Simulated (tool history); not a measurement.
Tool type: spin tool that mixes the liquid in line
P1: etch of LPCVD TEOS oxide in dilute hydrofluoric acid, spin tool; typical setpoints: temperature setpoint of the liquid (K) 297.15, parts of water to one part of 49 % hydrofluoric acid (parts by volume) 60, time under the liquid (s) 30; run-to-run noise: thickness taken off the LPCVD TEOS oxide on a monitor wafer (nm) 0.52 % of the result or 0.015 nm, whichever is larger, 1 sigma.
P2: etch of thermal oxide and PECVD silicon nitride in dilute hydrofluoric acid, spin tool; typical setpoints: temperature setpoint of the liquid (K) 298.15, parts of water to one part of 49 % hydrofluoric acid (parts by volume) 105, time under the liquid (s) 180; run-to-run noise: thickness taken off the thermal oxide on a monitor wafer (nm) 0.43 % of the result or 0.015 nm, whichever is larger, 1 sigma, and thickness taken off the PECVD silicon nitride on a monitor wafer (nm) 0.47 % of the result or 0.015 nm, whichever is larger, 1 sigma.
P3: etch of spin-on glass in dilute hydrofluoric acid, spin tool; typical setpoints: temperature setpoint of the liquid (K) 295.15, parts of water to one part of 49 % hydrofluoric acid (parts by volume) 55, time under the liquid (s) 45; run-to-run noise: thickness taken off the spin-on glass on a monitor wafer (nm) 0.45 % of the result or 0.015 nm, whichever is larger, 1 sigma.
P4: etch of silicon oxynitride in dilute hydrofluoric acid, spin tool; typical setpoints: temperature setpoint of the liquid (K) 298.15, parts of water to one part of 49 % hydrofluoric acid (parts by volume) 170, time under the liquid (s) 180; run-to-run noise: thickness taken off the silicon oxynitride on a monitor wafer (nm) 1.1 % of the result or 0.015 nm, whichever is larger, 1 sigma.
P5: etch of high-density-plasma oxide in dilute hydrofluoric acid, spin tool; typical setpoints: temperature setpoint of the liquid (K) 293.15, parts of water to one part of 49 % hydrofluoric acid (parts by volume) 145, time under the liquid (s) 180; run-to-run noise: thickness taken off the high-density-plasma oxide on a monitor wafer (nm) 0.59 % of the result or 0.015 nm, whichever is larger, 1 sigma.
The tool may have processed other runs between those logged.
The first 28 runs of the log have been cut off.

run     day  process that ran  temperature setpoint of the liquid (K)  parts of water to one part of 49 % hydrofluoric acid (parts by volume)  time under the liquid (s)  hours since the thermometer was replaced  hours since the hydrofluoric acid flow meter was replaced  thickness taken off the LPCVD TEOS oxide on a monitor wafer (nm)  thickness taken off the spin-on glass on a monitor wafer (nm)  thickness taken off the silicon oxynitride on a monitor wafer (nm)  thickness taken off the high-density-plasma oxide on a monitor wafer (nm)  thickness taken off the thermal oxide on a monitor wafer (nm)  thickness taken off the PECVD silicon nitride on a monitor wafer (nm)
 29  10.633                P5                                  290.15                                                                     145                        180                                    1152.8                                                      591.3                                                                                                                                                                                                                                                                          5.0018
 30  10.908                P1                                  297.15                                                                      60                         30                                    1159.4                                                      597.9                                                            17.625
 31  11.275                P1                                  297.15                                                                      60                         30                                    1168.2                                                      606.7                                                            17.453
 32  11.604                P1                                  297.15                                                                      60                         30                                    1176.1                                                      614.6                                                            17.021
 33  12.004                P1                                  297.15                                                                      60                         30                                    1185.7                                                      624.2                                                            16.911
 34  12.492                P1                                  297.15                                                                      60                         30                                    1197.4                                                      635.9                                                            16.599
 35  12.792                P1                                  297.15                                                                      60                         30                                    1204.6                                                      643.1                                                            16.490
 36  13.075                P1                                  297.15                                                                      60                         30                                    1211.4                                                      649.9                                                            16.558
 37  13.529                P1                                  297.15                                                                      60                         30                                    1222.3                                                      660.8                                                            16.211
 38  13.788                P1                                  297.15                                                                      60                         30                                    1228.5                                                      667.0                                                            16.340
 39  14.117                P1                                  297.15                                                                      60                         30                                    1236.4                                                      674.9                                                            16.399
 40  14.404                P1                                  297.15                                                                      60                         30                                    1243.3                                                      681.8                                                            16.342

Forecast run 41:
 41  14.879                P1                                  297.15                                                                      60                         30                                    1254.7                                                      693.2                                                                 ?

{"run 41": {"thickness taken off the LPCVD TEOS oxide on a monitor wafer (nm)": 16.341}}
